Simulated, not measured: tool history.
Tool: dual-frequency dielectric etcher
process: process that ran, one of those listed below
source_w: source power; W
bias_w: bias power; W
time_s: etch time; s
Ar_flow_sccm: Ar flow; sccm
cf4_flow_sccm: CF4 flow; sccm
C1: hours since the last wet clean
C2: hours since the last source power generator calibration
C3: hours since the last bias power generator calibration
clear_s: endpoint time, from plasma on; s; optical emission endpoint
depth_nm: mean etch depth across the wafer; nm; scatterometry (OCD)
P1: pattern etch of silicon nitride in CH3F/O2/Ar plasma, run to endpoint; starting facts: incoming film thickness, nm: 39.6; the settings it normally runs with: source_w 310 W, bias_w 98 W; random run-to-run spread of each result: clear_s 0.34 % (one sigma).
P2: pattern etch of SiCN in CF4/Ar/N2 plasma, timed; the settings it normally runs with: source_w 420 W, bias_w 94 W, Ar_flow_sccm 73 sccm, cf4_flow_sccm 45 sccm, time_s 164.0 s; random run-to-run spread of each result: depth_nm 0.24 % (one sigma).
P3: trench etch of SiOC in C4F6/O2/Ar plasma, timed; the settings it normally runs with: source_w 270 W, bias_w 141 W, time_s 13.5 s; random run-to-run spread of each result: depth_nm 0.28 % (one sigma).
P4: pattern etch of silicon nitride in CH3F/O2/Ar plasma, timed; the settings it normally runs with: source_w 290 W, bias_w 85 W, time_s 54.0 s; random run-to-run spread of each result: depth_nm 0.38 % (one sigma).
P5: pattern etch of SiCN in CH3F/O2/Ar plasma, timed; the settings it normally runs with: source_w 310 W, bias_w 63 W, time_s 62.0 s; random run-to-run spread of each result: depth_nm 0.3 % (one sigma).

{"run": 1, "hour": 14.5, "process": "P1", "source_w": 310, "bias_w": 98, "C1": 128.8, "C2": 679.7, "C3": 1261.9, "clear_s": 55.315}
{"run": 2, "hour": 22.9, "process": "P5", "source_w": 410, "bias_w": 63, "time_s": 62.0, "C1": 137.2, "C2": 688.1, "C3": 1270.3, "depth_nm": 22.501}
{"run": 3, "hour": 36.2, "process": "P4", "source_w": 290, "bias_w": 85, "time_s": 54.0, "C1": 150.5, "C2": 701.4, "C3": 1283.6, "depth_nm": 35.607}
{"run": 4, "hour": 48.3, "process": "P5", "source_w": 310, "bias_w": 40, "time_s": 62.0, "C1": 162.6, "C2": 713.5, "C3": 1295.7, "depth_nm": 17.408}
{"run": 5, "hour": 63.4, "process": "P4", "source_w": 290, "bias_w": 53, "time_s": 54.0, "C1": 177.7, "C2": 728.6, "C3": 1310.8, "depth_nm": 29.961}
{"run": 6, "hour": 79.2, "process": "P1", "source_w": 380, "bias_w": 65, "C1": 193.5, "C2": 744.4, "C3": 1326.6, "clear_s": 59.704}
{"run": 7, "hour": 96.9, "process": "P1", "source_w": 310, "bias_w": 98, "C1": 211.2, "C2": 762.1, "C3": 1344.3, "clear_s": 55.435}
{"run": 8, "hour": 114.1, "process": "P5", "source_w": 310, "bias_w": 63, "time_s": 62.0, "C1": 228.4, "C2": 779.3, "C3": 1361.5, "depth_nm": 20.271}
{"run": 9, "hour": 123.5, "process": "P5", "source_w": 310, "bias_w": 63, "time_s": 62.0, "C1": 237.8, "C2": 788.7, "C3": 1370.9, "depth_nm": 20.174}
{"run": 10, "hour": 133.1, "process": "P1", "source_w": 190, "bias_w": 98, "C1": 247.4, "C2": 798.3, "C3": 1380.5, "clear_s": 66.524}
{"run": 11, "hour": 147.0, "process": "P3", "source_w": 390, "bias_w": 141, "time_s": 13.5, "C1": 261.3, "C2": 812.2, "C3": 1394.4, "depth_nm": 25.893}
{"run": 12, "hour": 155.3, "process": "P2", "source_w": 420, "bias_w": 94, "time_s": 164.0, "Ar_flow_sccm": 93, "cf4_flow_sccm": 45, "C1": 269.6, "C2": 820.5, "C3": 1402.7, "depth_nm": 134.16}
{"run": 13, "hour": 166.0, "process": "P1", "source_w": 310, "bias_w": 98, "C1": 280.3, "C2": 831.2, "C3": 1413.4, "clear_s": 55.305}
{"run": 14, "hour": 175.2, "process": "P1", "source_w": 310, "bias_w": 98, "C1": 289.5, "C2": 840.4, "C3": 1422.6, "clear_s": 55.449}
{"run": 15, "hour": 192.5, "process": "P3", "source_w": 270, "bias_w": 192, "time_s": 13.5, "C1": 306.8, "C2": 857.7, "C3": 1439.9, "depth_nm": 24.702}
{"hour": 204.5, "done": "source power generator calibrated"}
{"run": 16, "hour": 207.4, "process": "P1", "source_w": 310, "bias_w": 78, "C1": 321.7, "C2": 3.0, "C3": 1454.8, "clear_s": 59.991}
{"run": 17, "hour": 219.3, "process": "P2", "source_w": 420, "bias_w": 94, "time_s": 164.0, "Ar_flow_sccm": 73, "cf4_flow_sccm": 27, "C1": 333.6, "C2": 14.9, "C3": 1466.7, "depth_nm": 128.78}
{"run": 18, "hour": 228.7, "process": "P2", "source_w": 420, "bias_w": 94, "time_s": 231.5, "Ar_flow_sccm": 73, "cf4_flow_sccm": 45, "C1": 343.0, "C2": 24.3, "C3": 1476.1, "depth_nm": 196.52}
{"run": 19, "hour": 237.4, "process": "P1", "source_w": 310, "bias_w": 98, "C1": 351.7, "C2": 33.0, "C3": 1484.8, "clear_s": 55.579}
{"run": 20, "hour": 248.1, "process": "P4", "source_w": 220, "bias_w": 85, "time_s": 54.0, "C1": 362.4, "C2": 43.7, "C3": 1495.5, "depth_nm": 31.976}
{"run": 21, "hour": 260.9, "process": "P1", "source_w": 310, "bias_w": 98, "C1": 375.2, "C2": 56.5, "C3": 1508.3, "clear_s": 55.567}
{"run": 22, "hour": 275.4, "process": "P1", "source_w": 310, "bias_w": 133, "C1": 389.7, "C2": 71.0, "C3": 1522.8, "clear_s": 49.471}
{"run": 23, "hour": 291.1, "process": "P5", "source_w": 310, "bias_w": 63, "time_s": 34.0, "C1": 405.4, "C2": 86.7, "C3": 1538.5, "depth_nm": 11.092}
{"run": 24, "hour": 299.6, "process": "P1", "source_w": 430, "bias_w": 98, "C1": 413.9, "C2": 95.2, "C3": 1547.0, "clear_s": 49.341}
{"run": 25, "hour": 314.2, "process": "P4", "source_w": 290, "bias_w": 85, "time_s": 54.0, "C1": 428.5, "C2": 109.8, "C3": 1561.6, "depth_nm": 35.406}
{"run": 26, "hour": 323.2, "process": "P2", "source_w": 420, "bias_w": 94, "time_s": 164.0, "Ar_flow_sccm": 73, "cf4_flow_sccm": 45, "C1": 437.5, "C2": 118.8, "C3": 1570.6, "depth_nm": 139.53}
{"run": 27, "hour": 336.1, "process": "P1", "source_w": 240, "bias_w": 115, "C1": 450.4, "C2": 131.7, "C3": 1583.5, "clear_s": 57.431}
{"run": 28, "hour": 350.6, "process": "P3", "source_w": 270, "bias_w": 141, "time_s": 7.5, "C1": 464.9, "C2": 146.2, "C3": 1598.0, "depth_nm": 12.476}
{"run": 29, "hour": 363.2, "process": "P1", "source_w": 310, "bias_w": 98, "C1": 477.5, "C2": 158.8, "C3": 1610.6, "clear_s": 55.295}
{"run": 30, "hour": 377.4, "process": "P2", "source_w": 320, "bias_w": 94, "time_s": 164.0, "Ar_flow_sccm": 73, "cf4_flow_sccm": 45, "C1": 491.7, "C2": 173.0, "C3": 1624.8, "depth_nm": 109.39}
{"run": 31, "hour": 389.8, "process": "P4", "source_w": 290, "bias_w": 85, "time_s": 29.5, "C1": 504.1, "C2": 185.4, "C3": 1637.2, "depth_nm": 19.424}
{"run": 32, "hour": 398.8, "process": "P3", "source_w": 270, "bias_w": 141, "time_s": 13.5, "C1": 513.1, "C2": 194.4, "C3": 1646.2, "depth_nm": 22.427}
{"run": 33, "hour": 410.2, "process": "P2", "source_w": 420, "bias_w": 65, "time_s": 164.0, "Ar_flow_sccm": 73, "cf4_flow_sccm": 45, "C1": 524.5, "C2": 205.8, "C3": 1657.6, "depth_nm": 121.57}
{"run": 34, "hour": 423.2, "process": "P1", "source_w": 310, "bias_w": 98, "C1": 537.5, "C2": 218.8, "C3": 1670.6, "clear_s": 55.712}
{"run": 35, "hour": 436.7, "process": "P1", "source_w": 310, "bias_w": 98, "C1": 551.0, "C2": 232.3, "C3": 1684.1, "clear_s": 54.997}
{"run": 36, "hour": 447.7, "process": "P1", "source_w": 310, "bias_w": 98, "C1": 562.0, "C2": 243.3, "C3": 1695.1, "clear_s": 55.124}
{"run": 37, "hour": 460.3, "process": "P1", "source_w": 310, "bias_w": 98, "C1": 574.6, "C2": 255.9, "C3": 1707.7, "clear_s": 54.731}
{"run": 38, "hour": 471.2, "process": "P1", "source_w": 310, "bias_w": 98, "C1": 585.5, "C2": 266.8, "C3": 1718.6, "clear_s": 54.457}
{"run": 39, "hour": 488.2, "process": "P1", "source_w": 310, "bias_w": 98, "C1": 602.5, "C2": 283.8, "C3": 1735.6, "clear_s": 54.916}
{"run": 40, "hour": 502.9, "process": "P1", "source_w": 310, "bias_w": 98, "C1": 617.2, "C2": 298.5, "C3": 1750.3, "clear_s": 54.948}
{"run": 41, "hour": 515.6, "process": "P1", "source_w": 310, "bias_w": 98, "C1": 629.9, "C2": 311.2, "C3": 1763.0, "clear_s": 54.517}
{"run": 42, "hour": 524.6, "process": "P1", "source_w": 310, "bias_w": 98, "C1": 638.9, "C2": 320.2, "C3": 1772.0, "clear_s": 54.663}
{"hour": 528.1, "done": "wet clean of the chamber"}
{"run": 43, "hour": 539.0, "process": "P1", "source_w": 310, "bias_w": 98, "C1": 10.9, "C2": 334.6, "C3": 1786.4, "clear_s": 54.683}
{"run": 44, "hour": 552.8, "process": "P1", "source_w": 310, "bias_w": 98, "C1": 24.7, "C2": 348.4, "C3": 1800.2, "clear_s": 54.502}
{"run": 45, "hour": 565.7, "process": "P1", "source_w": 310, "bias_w": 98, "C1": 37.6, "C2": 361.3, "C3": 1813.1, "clear_s": 54.54}

What P1 gives has crept off from where it sat before. The 2 causes that follow fit the log equally well, each at the size noted:
A: bias power that arrives over what is set, % = 4.73
B: source power that arrives over what is set, % = 4.76
Onset of the creep was near hour 423.2.
Ruled out, with reasons:
chamber walls in a state that raises the etch rate, %: serviced at hour 528.1, after the change had begun; the process did not return to its earlier output

Question marks stand in for the results of the 4 check runs listed below, each run on one wafer. Under which run would the listed causes show clearly different results?
{"run": "check 1", "hour": 578.6, "process": "P4", "source_w": 290, "bias_w": 63, "time_s": 54.0, "depth_nm": "?"}
{"run": "check 2", "hour": 578.6, "process": "P5", "source_w": 410, "bias_w": 43, "time_s": 62.0, "depth_nm": "?"}
{"run": "check 3", "hour": 578.6, "process": "P3", "source_w": 380, "bias_w": 187, "time_s": 13.5, "depth_nm": "?"}
{"run": "check 4", "hour": 578.6, "process": "P2", "source_w": 420, "bias_w": 94, "time_s": 229.0, "Ar_flow_sccm": 73, "cf4_flow_sccm": 45, "depth_nm": "?"}

What each check would give under each cause:
check=check_1 result=depth_nm if_A=32.334 if_B=32.393
check=check_2 result=depth_nm if_A=20.204 if_B=20.281
check=check_3 result=depth_nm if_A=28.407 if_B=28.497
check=check_4 result=depth_nm if_A=197.440 if_B=202.060
Distance between the nearest two causes, measured in the result of the check that separates them most: check 1 0.18 %; check 2 0.38 %; check 3 0.32 %; check 4 2.31 %
The other checks would show nearly matching results whichever cause is true, so check 4 is the only one that separates the causes.

Check 4 was carried out, with these results: depth_nm 197.400 nm. Which of the listed causes is responsible?

A is the cause: bias power that arrives over what is set, %.
